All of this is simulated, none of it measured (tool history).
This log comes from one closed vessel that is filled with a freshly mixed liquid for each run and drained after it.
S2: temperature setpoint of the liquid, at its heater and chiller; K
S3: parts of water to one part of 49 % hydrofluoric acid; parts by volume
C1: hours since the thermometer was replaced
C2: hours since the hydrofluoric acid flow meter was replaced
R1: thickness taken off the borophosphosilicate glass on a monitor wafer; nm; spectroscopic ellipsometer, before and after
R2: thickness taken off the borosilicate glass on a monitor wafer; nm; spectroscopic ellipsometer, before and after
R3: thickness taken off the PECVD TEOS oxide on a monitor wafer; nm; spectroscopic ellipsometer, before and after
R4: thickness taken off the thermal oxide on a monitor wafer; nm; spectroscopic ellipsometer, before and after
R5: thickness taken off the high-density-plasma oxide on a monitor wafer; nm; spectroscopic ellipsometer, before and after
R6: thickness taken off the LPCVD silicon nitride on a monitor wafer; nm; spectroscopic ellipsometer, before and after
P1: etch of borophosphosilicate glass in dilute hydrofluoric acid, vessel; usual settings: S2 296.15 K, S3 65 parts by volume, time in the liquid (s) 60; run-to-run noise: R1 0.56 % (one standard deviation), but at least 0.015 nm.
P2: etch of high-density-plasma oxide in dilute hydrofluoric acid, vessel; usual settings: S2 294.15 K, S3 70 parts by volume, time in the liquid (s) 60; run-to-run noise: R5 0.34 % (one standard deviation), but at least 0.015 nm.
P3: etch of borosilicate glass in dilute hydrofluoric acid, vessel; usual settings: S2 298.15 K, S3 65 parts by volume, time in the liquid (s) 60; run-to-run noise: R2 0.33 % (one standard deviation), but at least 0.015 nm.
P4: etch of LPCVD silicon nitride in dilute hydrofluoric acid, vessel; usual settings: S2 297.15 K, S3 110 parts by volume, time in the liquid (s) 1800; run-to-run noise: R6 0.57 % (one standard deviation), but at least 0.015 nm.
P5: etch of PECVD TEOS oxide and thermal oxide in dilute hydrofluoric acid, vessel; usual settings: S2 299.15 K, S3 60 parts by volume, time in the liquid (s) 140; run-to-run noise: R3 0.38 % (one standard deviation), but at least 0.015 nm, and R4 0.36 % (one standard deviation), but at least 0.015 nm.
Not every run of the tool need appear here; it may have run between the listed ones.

run 1 hour=3.1 | process_that_ran=P1 S2=296.15 S3=65 time_in_the_liquid_(s)=60 | C1=1317.3 C2=601.1 | R1=35.128
run 2 hour=5.0 | process_that_ran=P3 S2=298.15 S3=65 time_in_the_liquid_(s)=60 | C1=1319.2 C2=603.0 | R2=44.752
run 3 hour=7.6 | process_that_ran=P1 S2=296.15 S3=65 time_in_the_liquid_(s)=30 | C1=1321.8 C2=605.6 | R1=17.592
run 4 hour=11.7 | process_that_ran=P3 S2=294.65 S3=65 time_in_the_liquid_(s)=60 | C1=1325.9 C2=609.7 | R2=38.586
run 5 hour=14.8 | process_that_ran=P1 S2=296.15 S3=65 time_in_the_liquid_(s)=60 | C1=1329.0 C2=612.8 | R1=34.475
run 6 hour=17.3 | process_that_ran=P1 S2=296.15 S3=65 time_in_the_liquid_(s)=105 | C1=1331.5 C2=615.3 | R1=60.738
run 7 hour=21.0 | process_that_ran=P5 S2=299.15 S3=60 time_in_the_liquid_(s)=140 | C1=1335.2 C2=619.0 | R3=29.604 R4=13.2670
run 8 hour=23.6 | process_that_ran=P2 S2=300.15 S3=70 time_in_the_liquid_(s)=60 | C1=1337.8 C2=621.6 | R5=7.8668
run 9 hour=27.6 | process_that_ran=P1 S2=296.15 S3=65 time_in_the_liquid_(s)=60 | C1=1341.8 C2=625.6 | R1=35.110
run 10 hour=31.0 | process_that_ran=P2 S2=294.15 S3=70 time_in_the_liquid_(s)=30 | C1=1345.2 C2=629.0 | R5=3.0543
run 11 hour=34.9 | process_that_ran=P1 S2=296.15 S3=95 time_in_the_liquid_(s)=35 | C1=1349.1 C2=632.9 | R1=13.570
run 12 hour=37.3 | process_that_ran=P5 S2=299.15 S3=60 time_in_the_liquid_(s)=65 | C1=1351.5 C2=635.3 | R3=13.803 R4=6.1739
run 13 hour=39.6 | process_that_ran=P1 S2=296.15 S3=20 time_in_the_liquid_(s)=60 | C1=1353.8 C2=637.6 | R1=120.830
run 14 hour=41.6 | process_that_ran=P5 S2=299.15 S3=30 time_in_the_liquid_(s)=140 | C1=1355.8 C2=639.6 | R3=62.183 R4=27.6760
run 15 hour=43.5 | process_that_ran=P5 S2=306.15 S3=60 time_in_the_liquid_(s)=140 | C1=1357.7 C2=641.5 | R3=38.960 R4=17.5150
run 16 hour=46.8 | process_that_ran=P4 S2=297.15 S3=40 time_in_the_liquid_(s)=1800 | C1=1361.0 C2=644.8 | R6=20.9800
run 17 hour=49.2 | process_that_ran=P1 S2=290.65 S3=65 time_in_the_liquid_(s)=60 | C1=1363.4 C2=647.2 | R1=27.710
run 18 hour=51.3 | process_that_ran=P1 S2=303.15 S3=65 time_in_the_liquid_(s)=60 | C1=1365.5 C2=649.3 | R1=45.793
run 19 hour=54.7 | process_that_ran=P1 S2=296.15 S3=90 time_in_the_liquid_(s)=30 | C1=1368.9 C2=652.7 | R1=12.154
run 20 hour=58.1 | process_that_ran=P4 S2=297.15 S3=110 time_in_the_liquid_(s)=1800 | C1=1372.3 C2=656.1 | R6=7.7402
run 21 hour=62.2 | process_that_ran=P3 S2=298.15 S3=25 time_in_the_liquid_(s)=60 | C1=1376.4 C2=660.2 | R2=121.960
run 22 hour=64.3 | process_that_ran=P1 S2=296.15 S3=90 time_in_the_liquid_(s)=60 | C1=1378.5 C2=662.3 | R1=24.487
run 23 hour=67.7 | process_that_ran=P2 S2=294.15 S3=70 time_in_the_liquid_(s)=60 | C1=1381.9 C2=665.7 | R5=6.1577
run 24 hour=70.9 | process_that_ran=P2 S2=294.15 S3=20 time_in_the_liquid_(s)=60 | C1=1385.1 C2=668.9 | R5=23.0530
run 25 hour=73.4 | process_that_ran=P3 S2=298.15 S3=65 time_in_the_liquid_(s)=100 | C1=1387.6 C2=671.4 | R2=74.357
run 26 hour=76.5 | process_that_ran=P4 S2=293.15 S3=110 time_in_the_liquid_(s)=1800 | C1=1390.7 C2=674.5 | R6=5.9008
run 27 hour=80.0 | process_that_ran=P4 S2=297.15 S3=110 time_in_the_liquid_(s)=595 | C1=1394.2 C2=678.0 | R6=2.5743
run 28 hour=82.5 | process_that_ran=P1 S2=296.15 S3=65 time_in_the_liquid_(s)=60 | C1=1396.7 C2=680.5 | R1=34.815

Estimate the outcome of run 29 from the log above:
run 29 hour=86.5 | process_that_ran=P1 S2=303.65 S3=105 time_in_the_liquid_(s)=60 | C1=1400.7 C2=684.5 | R1=?

R1: 27.642 nm

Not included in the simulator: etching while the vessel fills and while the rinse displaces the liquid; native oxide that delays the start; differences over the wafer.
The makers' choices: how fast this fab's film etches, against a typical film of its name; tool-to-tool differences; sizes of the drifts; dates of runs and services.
